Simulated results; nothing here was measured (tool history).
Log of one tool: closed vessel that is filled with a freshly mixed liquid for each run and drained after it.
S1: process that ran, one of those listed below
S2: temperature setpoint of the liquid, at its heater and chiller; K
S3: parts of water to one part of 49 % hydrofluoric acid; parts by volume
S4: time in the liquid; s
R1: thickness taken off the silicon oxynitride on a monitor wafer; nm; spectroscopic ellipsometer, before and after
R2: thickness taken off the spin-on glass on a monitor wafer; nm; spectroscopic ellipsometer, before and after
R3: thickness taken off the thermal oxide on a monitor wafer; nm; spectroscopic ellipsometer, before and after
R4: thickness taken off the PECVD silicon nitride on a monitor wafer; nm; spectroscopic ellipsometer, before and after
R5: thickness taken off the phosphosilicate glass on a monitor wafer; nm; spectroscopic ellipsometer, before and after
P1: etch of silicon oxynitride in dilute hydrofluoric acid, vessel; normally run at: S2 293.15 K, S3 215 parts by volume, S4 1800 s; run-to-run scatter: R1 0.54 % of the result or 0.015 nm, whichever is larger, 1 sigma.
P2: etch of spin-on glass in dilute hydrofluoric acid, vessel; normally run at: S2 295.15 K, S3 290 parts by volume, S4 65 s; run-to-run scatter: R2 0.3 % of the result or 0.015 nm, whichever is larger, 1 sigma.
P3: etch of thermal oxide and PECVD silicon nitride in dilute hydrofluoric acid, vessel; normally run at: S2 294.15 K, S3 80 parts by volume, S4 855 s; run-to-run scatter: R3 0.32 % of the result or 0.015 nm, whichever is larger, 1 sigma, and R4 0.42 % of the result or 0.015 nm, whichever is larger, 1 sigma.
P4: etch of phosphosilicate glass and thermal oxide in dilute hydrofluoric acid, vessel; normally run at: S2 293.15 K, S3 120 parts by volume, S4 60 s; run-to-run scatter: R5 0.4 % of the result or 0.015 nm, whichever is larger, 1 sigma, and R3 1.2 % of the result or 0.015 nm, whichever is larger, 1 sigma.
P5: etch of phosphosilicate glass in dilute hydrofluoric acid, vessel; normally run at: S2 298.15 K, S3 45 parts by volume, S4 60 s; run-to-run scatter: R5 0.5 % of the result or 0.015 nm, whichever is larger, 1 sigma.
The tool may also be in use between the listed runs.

run,hour,S1,S2,S3,S4,R1,R2,R3,R4,R5
1,7.1,P1,293.15,215,1800,10.9490,,,,
2,18.0,P2,295.15,290,65,,7.9141,,,
# hour 26.1: hydrofluoric acid flow meter replaced
3,26.7,P2,295.15,290,30,,3.6554,,,
4,36.8,P3,294.15,80,855,,,46.5130,40.3080,
5,45.4,P2,295.15,60,65,,48.7330,,,
6,54.5,P2,302.15,290,65,,10.0510,,,
7,62.1,P1,293.15,215,3190,19.3490,,,,
8,70.7,P1,293.15,215,1800,10.8970,,,,
9,81.7,P5,290.65,45,60,,,,,210.470
10,88.0,P4,293.15,120,100,,,3.0574,,141.990
11,95.1,P4,298.15,120,60,,,2.2865,,102.910
12,104.7,P4,293.15,120,60,,,1.8473,,84.666
13,114.0,P5,298.15,45,60,,,,,289.050
14,122.4,P5,298.15,45,60,,,,,290.410
15,129.4,P1,293.15,40,1800,66.6490,,,,
16,137.4,P3,294.15,80,90,,,4.8702,4.1938,
17,145.0,P1,293.15,300,1800,7.3507,,,,
18,155.4,P3,294.15,80,855,,,46.3710,40.1920,
19,162.8,P3,294.15,20,855,,,200.1300,153.6400,
20,168.3,P1,293.15,215,1800,10.9740,,,,
21,177.8,P5,298.15,75,60,,,,,165.880
22,183.7,P5,298.15,45,95,,,,,457.710
23,192.8,P3,290.15,80,855,,,39.1900,30.2950,
24,201.7,P1,293.15,215,1800,10.9970,,,,
25,209.4,P1,298.15,215,1800,13.7330,,,,
26,218.2,P4,293.15,30,60,,,8.3187,,374.860
27,224.5,P1,290.15,215,1800,9.5358,,,,
28,234.9,P1,293.15,215,250,1.5340,,,,
29,239.9,P1,293.15,45,615,20.3330,,,,
30,249.4,P1,293.15,215,1800,10.9980,,,,
31,258.4,P1,293.15,215,1800,10.6330,,,,
32,265.4,P1,293.15,215,1800,10.3920,,,,
33,275.7,P1,293.15,215,1800,10.2400,,,,
34,285.7,P1,293.15,215,1800,9.9764,,,,
35,291.3,P1,293.15,215,1800,10.1100,,,,
36,297.2,P1,293.15,215,1800,10.1440,,,,
37,304.2,P1,293.15,215,1800,10.0340,,,,
38,309.2,P1,293.15,215,1800,10.0640,,,,

What P1 gives has crept away from where it was. These 2 causes fit the log equally well, each at the size given:
A: liquid colder than its thermometer reads (K) = 1.95
B: hydrofluoric acid flow below the setpoint (%) = 7.62
The creep began at about hour 249.4.

4 check runs are offered, one wafer each, their results left as question marks. Which one tells the causes apart?
check 1,314.2,P2,295.15,60,65,,?,,,
check 2,314.2,P5,292.65,45,85,,,,,?
check 3,314.2,P4,293.15,55,60,,,?,,?
check 4,314.2,P3,294.15,30,855,,,?,?,

What each check would give under each cause:
check,result,if A,if B
check 1,R2,44.9480,44.7750
check 2,R5,299.840,299.970
check 3,R3,4.0169,4.0107
check 3,R5,183.290,183.010
check 4,R3,121.2600,121.4900
check 4,R4,91.0070,96.6710
How far apart the two closest causes lie, in the result that separates them most: check 1 0.38 %; check 2 0.04 %; check 3 0.15 %; check 4 6.04 %
Check 4 tells the causes apart: in the others they would give nearly the same result.

Then check 4 was run and gave: R3 121.3500 nm; R4 95.9290 nm. Which cause is it?

It is B: hydrofluoric acid flow below the setpoint (%).

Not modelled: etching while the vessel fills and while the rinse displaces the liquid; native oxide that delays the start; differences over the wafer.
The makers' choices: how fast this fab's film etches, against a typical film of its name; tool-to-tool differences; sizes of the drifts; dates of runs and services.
